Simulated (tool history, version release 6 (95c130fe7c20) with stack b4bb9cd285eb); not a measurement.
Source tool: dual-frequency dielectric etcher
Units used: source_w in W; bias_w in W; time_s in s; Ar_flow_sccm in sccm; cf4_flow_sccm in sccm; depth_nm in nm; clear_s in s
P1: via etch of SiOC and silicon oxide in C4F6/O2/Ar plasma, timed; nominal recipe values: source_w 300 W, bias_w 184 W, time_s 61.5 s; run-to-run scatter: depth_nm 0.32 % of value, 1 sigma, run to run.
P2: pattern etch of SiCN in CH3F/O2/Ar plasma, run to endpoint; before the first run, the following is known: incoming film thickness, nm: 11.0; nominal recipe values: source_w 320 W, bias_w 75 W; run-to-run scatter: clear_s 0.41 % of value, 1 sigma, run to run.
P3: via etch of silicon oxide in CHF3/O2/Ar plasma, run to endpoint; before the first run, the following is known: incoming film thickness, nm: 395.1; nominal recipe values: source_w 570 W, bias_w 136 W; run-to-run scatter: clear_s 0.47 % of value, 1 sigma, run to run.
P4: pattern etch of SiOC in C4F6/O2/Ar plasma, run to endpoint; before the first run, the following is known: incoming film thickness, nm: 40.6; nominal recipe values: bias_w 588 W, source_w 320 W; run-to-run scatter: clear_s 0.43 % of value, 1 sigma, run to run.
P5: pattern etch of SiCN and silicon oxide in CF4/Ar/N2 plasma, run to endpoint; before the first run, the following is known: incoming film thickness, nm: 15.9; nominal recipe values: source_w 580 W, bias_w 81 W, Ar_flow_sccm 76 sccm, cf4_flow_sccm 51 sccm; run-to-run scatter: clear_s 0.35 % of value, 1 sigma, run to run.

run	hour	process	source_w	bias_w	time_s	Ar_flow_sccm	cf4_flow_sccm	depth_nm	clear_s
1	7.8	P1	300	184	61.5			62.265	
2	17.7	P1	300	184	34.0			34.629	
3	28.7	P1	300	184	61.5			62.105	
4	43.9	P1	300	184	61.5			62.105	
5	59.1	P4	430	588					12.788
6	69.7	P2	240	75					35.035
7	78.3	P1	300	184	81.0			81.845	
8	91.5	P1	300	238	79.0			87.323	
9	100.0	P3	570	182					205.380
10	114.9	P3	790	136					199.250
11	126.7	P1	370	219	61.5			71.312	
12	136.6	P1	300	184	61.5			62.341	
13	144.3	P4	320	588					14.191
14	160.4	P1	360	184	61.5			66.493	
15	171.8	P5	580	81		76	70		13.891
16	187.2	P1	300	123	61.5			54.673	
17	195.3	P1	300	225	61.5			66.802	
18	203.6	P5	580	50		76	51		17.095
19	217.6	P4	320	472					15.450
20	231.5	P5	580	81		50	51		13.694
21	242.6	P1	210	184	61.5			53.989	
22	250.6	P2	320	75					31.252
23	266.2	P3	570	136					227.330
# hour 279.9: wet clean of the chamber
24	281.3	P3	570	136					224.640
25	288.6	P2	320	75					31.365
26	300.9	P5	580	81		76	51		14.608
27	308.8	P5	580	81		76	51		14.604
28	318.9	P2	320	90					29.240
29	333.6	P1	300	184	61.5			62.448	
30	346.4	P5	440	81		76	51		18.593
31	358.9	P4	320	588					14.274
32	369.9	P1	300	184	61.5			61.932	
33	385.4	P1	400	184	81.0			91.451	

Predict the results of run 34:
34	394.7	P1	300	184	61.5			?	

For run 34 the tool returned depth_nm 62.043 nm.
